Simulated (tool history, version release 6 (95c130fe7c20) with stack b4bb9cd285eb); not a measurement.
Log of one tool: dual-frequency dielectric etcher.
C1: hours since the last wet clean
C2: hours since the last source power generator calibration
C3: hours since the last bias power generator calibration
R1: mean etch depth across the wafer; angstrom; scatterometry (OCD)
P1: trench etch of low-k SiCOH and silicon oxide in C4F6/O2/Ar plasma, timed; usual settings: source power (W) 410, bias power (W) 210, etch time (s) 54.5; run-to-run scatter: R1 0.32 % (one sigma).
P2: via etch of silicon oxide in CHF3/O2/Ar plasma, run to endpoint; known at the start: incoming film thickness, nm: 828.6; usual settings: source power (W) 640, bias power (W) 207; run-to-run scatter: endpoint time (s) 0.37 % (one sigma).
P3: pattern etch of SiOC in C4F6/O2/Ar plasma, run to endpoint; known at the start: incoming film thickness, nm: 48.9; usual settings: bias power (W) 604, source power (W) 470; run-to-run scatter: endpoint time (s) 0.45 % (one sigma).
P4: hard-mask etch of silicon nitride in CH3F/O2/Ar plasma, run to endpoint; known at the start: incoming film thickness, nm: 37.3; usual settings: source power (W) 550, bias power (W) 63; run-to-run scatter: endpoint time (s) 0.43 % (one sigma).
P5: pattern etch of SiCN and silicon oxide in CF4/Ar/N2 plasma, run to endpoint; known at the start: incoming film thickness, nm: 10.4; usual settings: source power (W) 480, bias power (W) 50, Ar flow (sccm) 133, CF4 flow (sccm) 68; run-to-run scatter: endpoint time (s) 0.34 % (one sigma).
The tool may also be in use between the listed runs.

run 1 hour=9.6 | process_that_ran=P1 source_power_(W)=410 bias_power_(W)=210 etch_time_(s)=54.5 | C1=300.1 C2=905.2 C3=1412.8 | R1=1919.7
run 2 hour=20.9 | process_that_ran=P5 source_power_(W)=480 bias_power_(W)=63 Ar_flow_(sccm)=133 CF4_flow_(sccm)=68 | C1=311.4 C2=916.5 C3=1424.1 | endpoint_time_(s)=12.703
run 3 hour=34.8 | process_that_ran=P5 source_power_(W)=480 bias_power_(W)=50 Ar_flow_(sccm)=133 CF4_flow_(sccm)=68 | C1=325.3 C2=930.4 C3=1438 | endpoint_time_(s)=13.781
run 4 hour=48.8 | process_that_ran=P5 source_power_(W)=480 bias_power_(W)=50 Ar_flow_(sccm)=187 CF4_flow_(sccm)=68 | C1=339.3 C2=944.4 C3=1452 | endpoint_time_(s)=14.57
run 5 hour=61.1 | process_that_ran=P1 source_power_(W)=410 bias_power_(W)=210 etch_time_(s)=54.5 | C1=351.6 C2=956.7 C3=1464.3 | R1=1932.5
run 6 hour=71.7 | process_that_ran=P5 source_power_(W)=480 bias_power_(W)=50 Ar_flow_(sccm)=133 CF4_flow_(sccm)=68 | C1=362.2 C2=967.3 C3=1474.9 | endpoint_time_(s)=13.842
run 7 hour=85 | process_that_ran=P2 source_power_(W)=430 bias_power_(W)=207 | C1=375.5 C2=980.6 C3=1488.2 | endpoint_time_(s)=459.03
run 8 hour=91.8 | process_that_ran=P3 source_power_(W)=470 bias_power_(W)=353 | C1=382.3 C2=987.4 C3=1495 | endpoint_time_(s)=17.767
run 9 hour=100.3 | process_that_ran=P3 source_power_(W)=290 bias_power_(W)=604 | C1=390.8 C2=995.9 C3=1503.5 | endpoint_time_(s)=17.339
run 10 hour=107.2 | process_that_ran=P1 source_power_(W)=330 bias_power_(W)=210 etch_time_(s)=54.5 | C1=397.7 C2=1002.8 C3=1510.4 | R1=1770.8
run 11 hour=121.2 | process_that_ran=P1 source_power_(W)=410 bias_power_(W)=210 etch_time_(s)=40.5 | C1=411.7 C2=1016.8 C3=1524.4 | R1=1428
run 12 hour=135.3 | process_that_ran=P1 source_power_(W)=410 bias_power_(W)=210 etch_time_(s)=54.5 | C1=425.8 C2=1030.9 C3=1538.5 | R1=1926.6
run 13 hour=148.4 | process_that_ran=P1 source_power_(W)=410 bias_power_(W)=210 etch_time_(s)=69.5 | C1=438.9 C2=1044 C3=1551.6 | R1=2467.7
run 14 hour=162.7 | process_that_ran=P3 source_power_(W)=470 bias_power_(W)=604 | C1=453.2 C2=1058.3 C3=1565.9 | endpoint_time_(s)=14.633
run 15 hour=174.4 | process_that_ran=P1 source_power_(W)=410 bias_power_(W)=210 etch_time_(s)=54.5 | C1=464.9 C2=1070 C3=1577.6 | R1=1921.4
run 16 hour=186.8 | process_that_ran=P1 source_power_(W)=530 bias_power_(W)=210 etch_time_(s)=54.5 | C1=477.3 C2=1082.4 C3=1590 | R1=2144.8
run 17 hour=196.1 | process_that_ran=P2 source_power_(W)=640 bias_power_(W)=207 | C1=486.6 C2=1091.7 C3=1599.3 | endpoint_time_(s)=396.39
run 18 hour=208.4 | process_that_ran=P4 source_power_(W)=550 bias_power_(W)=63 | C1=498.9 C2=1104 C3=1611.6 | endpoint_time_(s)=49.341
run 19 hour=217.4 | process_that_ran=P1 source_power_(W)=410 bias_power_(W)=210 etch_time_(s)=54.5 | C1=507.9 C2=1113 C3=1620.6 | R1=1930.1
run 20 hour=229.2 | process_that_ran=P5 source_power_(W)=360 bias_power_(W)=50 Ar_flow_(sccm)=133 CF4_flow_(sccm)=68 | C1=519.7 C2=1124.8 C3=1632.4 | endpoint_time_(s)=17.777
run 21 hour=239 | process_that_ran=P1 source_power_(W)=550 bias_power_(W)=210 etch_time_(s)=77.5 | C1=529.5 C2=1134.6 C3=1642.2 | R1=3062.7
run 22 hour=251.9 | process_that_ran=P5 source_power_(W)=480 bias_power_(W)=50 Ar_flow_(sccm)=133 CF4_flow_(sccm)=93 | C1=542.4 C2=1147.5 C3=1655.1 | endpoint_time_(s)=13.047
run 23 hour=260 | process_that_ran=P2 source_power_(W)=640 bias_power_(W)=281 | C1=550.5 C2=1155.6 C3=1663.2 | endpoint_time_(s)=358.12
run 24 hour=270.3 | process_that_ran=P1 source_power_(W)=410 bias_power_(W)=172 etch_time_(s)=54.5 | C1=560.8 C2=1165.9 C3=1673.5 | R1=1807.3
run 25 hour=280.6 | process_that_ran=P4 source_power_(W)=670 bias_power_(W)=63 | C1=571.1 C2=1176.2 C3=1683.8 | endpoint_time_(s)=45.724
run 26 hour=295 | process_that_ran=P4 source_power_(W)=550 bias_power_(W)=47 | C1=585.5 C2=1190.6 C3=1698.2 | endpoint_time_(s)=53.781
run 27 hour=303 | process_that_ran=P3 source_power_(W)=470 bias_power_(W)=604 | C1=593.5 C2=1198.6 C3=1706.2 | endpoint_time_(s)=14.514
run 28 hour=312.2 | process_that_ran=P1 source_power_(W)=410 bias_power_(W)=292 etch_time_(s)=71.5 | C1=602.7 C2=1207.8 C3=1715.4 | R1=2822.3
run 29 hour=321.6 | process_that_ran=P1 source_power_(W)=410 bias_power_(W)=286 etch_time_(s)=54.5 | C1=612.1 C2=1217.2 C3=1724.8 | R1=2130
run 30 hour=329.4 | process_that_ran=P1 source_power_(W)=410 bias_power_(W)=210 etch_time_(s)=54.5 | C1=619.9 C2=1225 C3=1732.6 | R1=1930.2

The next listed run, before its measurement:
run 31 hour=337.1 | process_that_ran=P1 source_power_(W)=410 bias_power_(W)=210 etch_time_(s)=54.5 | C1=627.6 C2=1232.7 C3=1740.3 | R1=?

R1: 1903 angstrom
